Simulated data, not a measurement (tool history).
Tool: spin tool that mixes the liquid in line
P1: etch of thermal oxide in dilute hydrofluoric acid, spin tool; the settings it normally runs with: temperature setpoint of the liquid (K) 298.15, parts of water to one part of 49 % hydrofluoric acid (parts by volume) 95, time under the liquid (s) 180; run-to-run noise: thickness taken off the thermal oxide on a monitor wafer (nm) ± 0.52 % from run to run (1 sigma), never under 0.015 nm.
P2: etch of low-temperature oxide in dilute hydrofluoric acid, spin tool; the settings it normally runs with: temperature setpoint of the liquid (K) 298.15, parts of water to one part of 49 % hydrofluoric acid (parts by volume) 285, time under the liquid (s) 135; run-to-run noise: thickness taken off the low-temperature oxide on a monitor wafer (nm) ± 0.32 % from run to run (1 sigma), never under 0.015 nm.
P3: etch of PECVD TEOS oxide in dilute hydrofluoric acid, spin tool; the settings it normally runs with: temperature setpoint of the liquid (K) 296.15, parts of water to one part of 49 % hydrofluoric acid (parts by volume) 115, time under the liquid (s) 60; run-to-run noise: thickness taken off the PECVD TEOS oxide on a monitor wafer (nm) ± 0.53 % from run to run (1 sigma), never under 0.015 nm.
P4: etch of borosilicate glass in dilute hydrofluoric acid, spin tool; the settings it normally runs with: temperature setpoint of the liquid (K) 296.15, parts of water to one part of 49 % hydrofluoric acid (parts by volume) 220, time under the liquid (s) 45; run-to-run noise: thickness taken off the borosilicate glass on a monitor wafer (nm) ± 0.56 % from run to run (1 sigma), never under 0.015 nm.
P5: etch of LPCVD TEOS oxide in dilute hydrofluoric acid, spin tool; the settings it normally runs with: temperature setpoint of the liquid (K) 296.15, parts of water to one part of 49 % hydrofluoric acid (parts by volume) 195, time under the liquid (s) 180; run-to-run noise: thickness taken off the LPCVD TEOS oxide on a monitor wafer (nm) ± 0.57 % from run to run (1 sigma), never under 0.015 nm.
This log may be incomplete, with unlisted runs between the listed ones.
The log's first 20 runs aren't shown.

run,hour,process that ran,temperature setpoint of the liquid (K),parts of water to one part of 49 % hydrofluoric acid (parts by volume),time under the liquid (s),hours since the thermometer was replaced,hours since the hydrofluoric acid flow meter was replaced,thickness taken off the thermal oxide on a monitor wafer (nm),thickness taken off the low-temperature oxide on a monitor wafer (nm),thickness taken off the borosilicate glass on a monitor wafer (nm),thickness taken off the PECVD TEOS oxide on a monitor wafer (nm),thickness taken off the LPCVD TEOS oxide on a monitor wafer (nm)
21,187.2,P2,293.65,285,135,49.2,161.9,,8.6017,,,
22,192.8,P4,296.15,220,15,54.8,167.5,,,1.5775,,
23,204.2,P1,301.65,95,180,66.2,178.9,10.3820,,,,
24,209.8,P5,296.15,75,180,71.8,184.5,,,,,66.423
25,221.4,P3,296.15,115,60,83.4,196.1,,,,13.7510,
26,228.2,P1,298.15,95,180,90.2,202.9,9.1182,,,,
27,235.3,P5,296.15,195,15,97.3,210.0,,,,,1.826
28,246.4,P1,298.15,55,180,108.4,221.1,16.6290,,,,
29,251.7,P1,298.15,95,180,113.7,226.4,9.0691,,,,
30,258.9,P1,298.15,95,180,120.9,233.6,8.9327,,,,
31,269.6,P1,298.15,95,180,131.6,244.3,8.5810,,,,
32,275.3,P1,298.15,95,180,137.3,250.0,8.5623,,,,

Estimate the outcome of run 33 from the log above:
33,281.4,P1,298.15,95,180,143.4,256.1,?,,,,

thickness taken off the thermal oxide on a monitor wafer (nm): 8.4464
